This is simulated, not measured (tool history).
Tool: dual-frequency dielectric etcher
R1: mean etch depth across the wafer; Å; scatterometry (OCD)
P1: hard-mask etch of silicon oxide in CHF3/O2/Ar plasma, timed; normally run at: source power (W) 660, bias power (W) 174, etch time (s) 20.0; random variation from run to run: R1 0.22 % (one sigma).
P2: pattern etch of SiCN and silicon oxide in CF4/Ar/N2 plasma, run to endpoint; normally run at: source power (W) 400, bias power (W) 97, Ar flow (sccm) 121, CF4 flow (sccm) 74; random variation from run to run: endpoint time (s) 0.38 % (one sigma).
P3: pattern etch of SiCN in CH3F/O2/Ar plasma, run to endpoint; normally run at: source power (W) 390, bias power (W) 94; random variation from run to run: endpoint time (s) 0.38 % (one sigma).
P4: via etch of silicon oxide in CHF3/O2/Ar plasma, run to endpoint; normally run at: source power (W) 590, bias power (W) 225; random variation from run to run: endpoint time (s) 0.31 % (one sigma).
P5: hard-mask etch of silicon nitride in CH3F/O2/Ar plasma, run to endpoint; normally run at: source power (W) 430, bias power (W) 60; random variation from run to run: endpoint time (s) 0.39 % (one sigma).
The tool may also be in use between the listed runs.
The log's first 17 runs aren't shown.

Run 18, hour 82.0: process that ran P1, source power (W) 400, bias power (W) 174, etch time (s) 20.0. Result: R1 320.30 Å.
Run 19, hour 86.5: process that ran P1, source power (W) 660, bias power (W) 174, etch time (s) 27.5. Result: R1 535.12 Å.
Run 20, hour 90.3: process that ran P1, source power (W) 830, bias power (W) 174, etch time (s) 20.0. Result: R1 422.09 Å.
Run 21, hour 94.2: process that ran P1, source power (W) 660, bias power (W) 125, etch time (s) 25.5. Result: R1 444.41 Å.
Run 22, hour 97.7: process that ran P2, source power (W) 400, bias power (W) 97, Ar flow (sccm) 121, CF4 flow (sccm) 74. Result: endpoint time (s) 10.3680.
Run 23, hour 103.4: process that ran P1, source power (W) 660, bias power (W) 211, etch time (s) 20.0. Result: R1 415.19 Å.
Run 24, hour 108.5: process that ran P2, source power (W) 400, bias power (W) 97, Ar flow (sccm) 121, CF4 flow (sccm) 74. Result: endpoint time (s) 10.3710.
Run 25, hour 114.3: process that ran P1, source power (W) 890, bias power (W) 108, etch time (s) 20.0. Result: R1 377.09 Å.
Run 26, hour 118.7: process that ran P2, source power (W) 400, bias power (W) 97, Ar flow (sccm) 121, CF4 flow (sccm) 59. Result: endpoint time (s) 10.7260.
Run 27, hour 124.3: process that ran P3, source power (W) 390, bias power (W) 71. Result: endpoint time (s) 35.2730.
Run 28, hour 130.3: process that ran P1, source power (W) 660, bias power (W) 110, etch time (s) 20.0. Result: R1 336.36 Å.
Run 29, hour 136.4: process that ran P4, source power (W) 590, bias power (W) 225. Result: endpoint time (s) 207.1400.
Run 30, hour 140.5: process that ran P1, source power (W) 660, bias power (W) 174, etch time (s) 20.0. Result: R1 387.95 Å.
Run 31, hour 146.9: process that ran P4, source power (W) 590, bias power (W) 225. Result: endpoint time (s) 208.3900.
Run 32, hour 151.4: process that ran P3, source power (W) 520, bias power (W) 94. Result: endpoint time (s) 28.8840.
Run 33, hour 154.5: process that ran P1, source power (W) 660, bias power (W) 174, etch time (s) 20.0. Result: R1 387.44 Å.
Run 34, hour 158.2: process that ran P1, source power (W) 660, bias power (W) 174, etch time (s) 20.0. Result: R1 386.14 Å.
Run 35, hour 163.9: process that ran P1, source power (W) 660, bias power (W) 174, etch time (s) 20.0. Result: R1 384.49 Å.
Run 36, hour 167.5: process that ran P1, source power (W) 660, bias power (W) 174, etch time (s) 20.0. Result: R1 383.30 Å.
Run 37, hour 173.2: process that ran P1, source power (W) 660, bias power (W) 174, etch time (s) 20.0. Result: R1 383.28 Å.
Run 38, hour 177.8: process that ran P1, source power (W) 660, bias power (W) 174, etch time (s) 20.0. Result: R1 382.64 Å.
At hour 178.9: wet clean of the chamber.
Run 39, hour 182.4: process that ran P1, source power (W) 660, bias power (W) 174, etch time (s) 20.0. Result: R1 380.56 Å.
Run 40, hour 187.4: process that ran P1, source power (W) 660, bias power (W) 174, etch time (s) 20.0. Result: R1 382.16 Å.

Forecast run 41:
Run 41, hour 192.0: process that ran P1, source power (W) 660, bias power (W) 174, etch time (s) 20.0. Result: R1 ?.

{"run 41": {"R1": 382.3}}
